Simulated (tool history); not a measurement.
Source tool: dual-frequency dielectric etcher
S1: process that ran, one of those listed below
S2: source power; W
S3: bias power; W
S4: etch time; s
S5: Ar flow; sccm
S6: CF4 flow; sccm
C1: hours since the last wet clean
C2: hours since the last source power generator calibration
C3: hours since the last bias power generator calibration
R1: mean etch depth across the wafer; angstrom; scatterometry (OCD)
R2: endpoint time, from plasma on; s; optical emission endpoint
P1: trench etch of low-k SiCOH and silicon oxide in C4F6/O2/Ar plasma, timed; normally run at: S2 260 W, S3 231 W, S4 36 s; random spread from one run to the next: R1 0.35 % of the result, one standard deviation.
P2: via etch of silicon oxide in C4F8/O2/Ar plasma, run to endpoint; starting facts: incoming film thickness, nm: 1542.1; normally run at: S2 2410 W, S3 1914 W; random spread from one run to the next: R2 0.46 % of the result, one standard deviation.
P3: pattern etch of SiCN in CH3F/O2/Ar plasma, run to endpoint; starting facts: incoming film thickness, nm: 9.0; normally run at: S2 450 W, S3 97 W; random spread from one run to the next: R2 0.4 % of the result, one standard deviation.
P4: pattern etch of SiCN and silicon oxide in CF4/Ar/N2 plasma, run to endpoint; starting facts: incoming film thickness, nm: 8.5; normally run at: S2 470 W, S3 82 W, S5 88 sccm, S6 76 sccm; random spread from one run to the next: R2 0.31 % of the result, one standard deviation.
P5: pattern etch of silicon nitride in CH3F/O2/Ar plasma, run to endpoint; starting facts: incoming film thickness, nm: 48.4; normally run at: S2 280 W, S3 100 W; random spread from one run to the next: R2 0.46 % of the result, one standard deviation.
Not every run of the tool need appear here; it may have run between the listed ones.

run 1 day=0.321 | S1=P1 S2=260 S3=231 S4=36 | C1=231.9 C2=1014.5 C3=1148.4 | R1=1056.5
run 2 day=0.638 | S1=P1 S2=260 S3=231 S4=36 | C1=239.5 C2=1022.1 C3=1156 | R1=1055.2
run 3 day=0.95 | S1=P1 S2=260 S3=231 S4=36 | C1=247 C2=1029.6 C3=1163.5 | R1=1054.8
run 4 day=1.133 | S1=P1 S2=170 S3=231 S4=36 | C1=251.4 C2=1034 C3=1167.9 | R1=901.21
-- day=1.375 source power generator calibrated
run 5 day=1.458 | S1=P3 S2=450 S3=68 | C1=259.2 C2=2.1 C3=1175.7 | R2=23.688
run 6 day=1.646 | S1=P2 S2=3170 S3=1914 | C1=263.7 C2=6.6 C3=1180.2 | R2=260.25
run 7 day=1.908 | S1=P5 S2=280 S3=100 | C1=270 C2=12.9 C3=1186.5 | R2=71.409
run 8 day=2.138 | S1=P2 S2=2410 S3=1914 | C1=275.5 C2=18.4 C3=1192 | R2=293.35
run 9 day=2.392 | S1=P5 S2=280 S3=60 | C1=281.6 C2=24.5 C3=1198.1 | R2=85.798
run 10 day=2.775 | S1=P2 S2=2410 S3=1914 | C1=290.8 C2=33.7 C3=1207.3 | R2=293.26
-- day=2.85 wet clean of the chamber
run 11 day=3.021 | S1=P3 S2=450 S3=97 | C1=4.1 C2=39.6 C3=1213.2 | R2=20.876
-- day=3.217 bias power generator calibrated
run 12 day=3.329 | S1=P1 S2=260 S3=231 S4=25.5 | C1=11.5 C2=47 C3=2.7 | R1=746.85
run 13 day=3.688 | S1=P1 S2=260 S3=231 S4=36 | C1=20.1 C2=55.6 C3=11.3 | R1=1054.7
run 14 day=4.038 | S1=P1 S2=340 S3=231 S4=36 | C1=28.5 C2=64 C3=19.7 | R1=1166.8
run 15 day=4.242 | S1=P4 S2=580 S3=82 S5=88 S6=76 | C1=33.4 C2=68.9 C3=24.6 | R2=7.4458
run 16 day=4.429 | S1=P1 S2=260 S3=231 S4=36 | C1=37.9 C2=73.4 C3=29.1 | R1=1054.8
run 17 day=4.796 | S1=P4 S2=470 S3=82 S5=107 S6=76 | C1=46.7 C2=82.2 C3=37.9 | R2=9.2041
run 18 day=4.988 | S1=P4 S2=470 S3=82 S5=88 S6=76 | C1=51.3 C2=86.8 C3=42.5 | R2=8.9801
run 19 day=5.329 | S1=P5 S2=210 S3=100 | C1=59.5 C2=95 C3=50.7 | R2=79.555
run 20 day=5.629 | S1=P4 S2=470 S3=106 S5=88 S6=76 | C1=66.7 C2=102.2 C3=57.9 | R2=8.1757

The next listed run, before its measurement:
run 21 day=5.875 | S1=P2 S2=2410 S3=2709 | C1=72.6 C2=108.1 C3=63.8 | R2=?

R2: 265.16 s
